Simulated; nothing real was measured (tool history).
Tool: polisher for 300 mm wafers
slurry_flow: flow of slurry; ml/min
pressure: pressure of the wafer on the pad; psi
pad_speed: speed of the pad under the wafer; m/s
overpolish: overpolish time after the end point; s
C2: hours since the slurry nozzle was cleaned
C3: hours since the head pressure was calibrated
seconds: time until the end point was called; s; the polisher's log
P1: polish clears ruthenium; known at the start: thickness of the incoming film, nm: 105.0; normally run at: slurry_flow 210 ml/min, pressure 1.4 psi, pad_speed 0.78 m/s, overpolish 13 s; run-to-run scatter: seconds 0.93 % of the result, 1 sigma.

{"run": 1, "hour": 7.5, "slurry_flow": 210, "pressure": 1.4, "pad_speed": 0.78, "overpolish": 13, "wafers polished on this pad": 474, "C2": 384.4, "C3": 250.9, "seconds": 204.89}
{"run": 2, "hour": 20.7, "slurry_flow": 210, "pressure": 1.4, "pad_speed": 0.78, "overpolish": 13, "wafers polished on this pad": 556, "C2": 397.6, "C3": 264.1, "seconds": 205.86}
{"run": 3, "hour": 35.0, "slurry_flow": 210, "pressure": 1.4, "pad_speed": 1.04, "overpolish": 13, "wafers polished on this pad": 646, "C2": 411.9, "C3": 278.4, "seconds": 155.96}
{"run": 4, "hour": 45.6, "slurry_flow": 210, "pressure": 1.4, "pad_speed": 1.02, "overpolish": 19, "wafers polished on this pad": 713, "C2": 422.5, "C3": 289, "seconds": 156.39}
{"run": 5, "hour": 59.6, "slurry_flow": 210, "pressure": 1.4, "pad_speed": 0.78, "overpolish": 13, "wafers polished on this pad": 801, "C2": 436.5, "C3": 303, "seconds": 200.08}
{"run": 6, "hour": 66.9, "slurry_flow": 210, "pressure": 1.4, "pad_speed": 0.78, "overpolish": 13, "wafers polished on this pad": 847, "C2": 443.8, "C3": 310.3, "seconds": 204.91}
{"run": 7, "hour": 76.3, "slurry_flow": 125, "pressure": 1.4, "pad_speed": 0.78, "overpolish": 13, "wafers polished on this pad": 906, "C2": 453.2, "C3": 319.7, "seconds": 223.53}
{"run": 8, "hour": 83.5, "slurry_flow": 210, "pressure": 0.8, "pad_speed": 0.78, "overpolish": 13, "wafers polished on this pad": 951, "C2": 460.4, "C3": 326.9, "seconds": 363.37}
{"run": 9, "hour": 92.0, "slurry_flow": 305, "pressure": 1.4, "pad_speed": 0.78, "overpolish": 13, "wafers polished on this pad": 1005, "C2": 468.9, "C3": 335.4, "seconds": 195.62}
{"run": 10, "hour": 104.0, "slurry_flow": 210, "pressure": 1.4, "pad_speed": 0.78, "overpolish": 26, "wafers polished on this pad": 1080, "C2": 480.9, "C3": 347.4, "seconds": 203.35}
{"run": 11, "hour": 111.6, "slurry_flow": 210, "pressure": 2.2, "pad_speed": 0.78, "overpolish": 13, "wafers polished on this pad": 1128, "C2": 488.5, "C3": 355, "seconds": 128.09}
{"run": 12, "hour": 121.3, "slurry_flow": 125, "pressure": 1.4, "pad_speed": 0.58, "overpolish": 13, "wafers polished on this pad": 1189, "C2": 498.2, "C3": 364.7, "seconds": 296.98}
{"run": 13, "hour": 135.1, "slurry_flow": 210, "pressure": 1.4, "pad_speed": 0.78, "overpolish": 13, "wafers polished on this pad": 1275, "C2": 512, "C3": 378.5, "seconds": 204.3}
{"run": 14, "hour": 142.9, "slurry_flow": 210, "pressure": 1.4, "pad_speed": 0.78, "overpolish": 13, "wafers polished on this pad": 1324, "C2": 519.8, "C3": 386.3, "seconds": 205.4}
{"hour": 151.3, "done": "head pressure recalibrated"}
{"run": 15, "hour": 153.6, "slurry_flow": 210, "pressure": 1.4, "pad_speed": 0.78, "overpolish": 4, "wafers polished on this pad": 1392, "C2": 530.5, "C3": 2.4, "seconds": 205.76}
{"run": 16, "hour": 160.4, "slurry_flow": 210, "pressure": 1.4, "pad_speed": 0.48, "overpolish": 13, "wafers polished on this pad": 1434, "C2": 537.3, "C3": 9.2, "seconds": 334.59}
{"run": 17, "hour": 169.3, "slurry_flow": 125, "pressure": 2.1, "pad_speed": 0.78, "overpolish": 13, "wafers polished on this pad": 1490, "C2": 546.2, "C3": 18.1, "seconds": 147.88}
{"run": 18, "hour": 180.2, "slurry_flow": 210, "pressure": 1.4, "pad_speed": 0.78, "overpolish": 13, "wafers polished on this pad": 1559, "C2": 557.1, "C3": 29, "seconds": 208.25}
{"run": 19, "hour": 192.9, "slurry_flow": 210, "pressure": 1.4, "pad_speed": 0.78, "overpolish": 13, "wafers polished on this pad": 1639, "C2": 569.8, "C3": 41.7, "seconds": 210.52}
{"run": 20, "hour": 205.2, "slurry_flow": 210, "pressure": 1.4, "pad_speed": 0.78, "overpolish": 13, "wafers polished on this pad": 1716, "C2": 582.1, "C3": 54, "seconds": 212.49}
{"run": 21, "hour": 217.4, "slurry_flow": 210, "pressure": 1.4, "pad_speed": 0.78, "overpolish": 13, "wafers polished on this pad": 1793, "C2": 594.3, "C3": 66.2, "seconds": 214.88}
{"run": 22, "hour": 224.8, "slurry_flow": 210, "pressure": 1.4, "pad_speed": 0.78, "overpolish": 13, "wafers polished on this pad": 1839, "C2": 601.7, "C3": 73.6, "seconds": 214.8}
{"hour": 225.1, "done": "head pressure recalibrated"}
{"run": 23, "hour": 233.1, "slurry_flow": 210, "pressure": 1.4, "pad_speed": 0.78, "overpolish": 13, "wafers polished on this pad": 1891, "C2": 610, "C3": 8.1, "seconds": 216.35}
{"run": 24, "hour": 241.4, "slurry_flow": 210, "pressure": 1.4, "pad_speed": 0.78, "overpolish": 13, "wafers polished on this pad": 1943, "C2": 618.3, "C3": 16.4, "seconds": 216.63}
{"run": 25, "hour": 252.1, "slurry_flow": 210, "pressure": 1.4, "pad_speed": 0.78, "overpolish": 13, "wafers polished on this pad": 2011, "C2": 629, "C3": 27.1, "seconds": 215.36}
{"run": 26, "hour": 266.5, "slurry_flow": 210, "pressure": 1.4, "pad_speed": 0.78, "overpolish": 13, "wafers polished on this pad": 2101, "C2": 643.4, "C3": 41.5, "seconds": 215.68}
{"run": 27, "hour": 279.3, "slurry_flow": 210, "pressure": 1.4, "pad_speed": 0.78, "overpolish": 13, "wafers polished on this pad": 2182, "C2": 656.2, "C3": 54.3, "seconds": 217}

The next listed run, before its measurement:
{"run": 28, "hour": 291.4, "slurry_flow": 210, "pressure": 1.4, "pad_speed": 0.78, "overpolish": 13, "wafers polished on this pad": 2258, "C2": 668.3, "C3": 66.4, "seconds": "?"}

seconds: 219.09 s

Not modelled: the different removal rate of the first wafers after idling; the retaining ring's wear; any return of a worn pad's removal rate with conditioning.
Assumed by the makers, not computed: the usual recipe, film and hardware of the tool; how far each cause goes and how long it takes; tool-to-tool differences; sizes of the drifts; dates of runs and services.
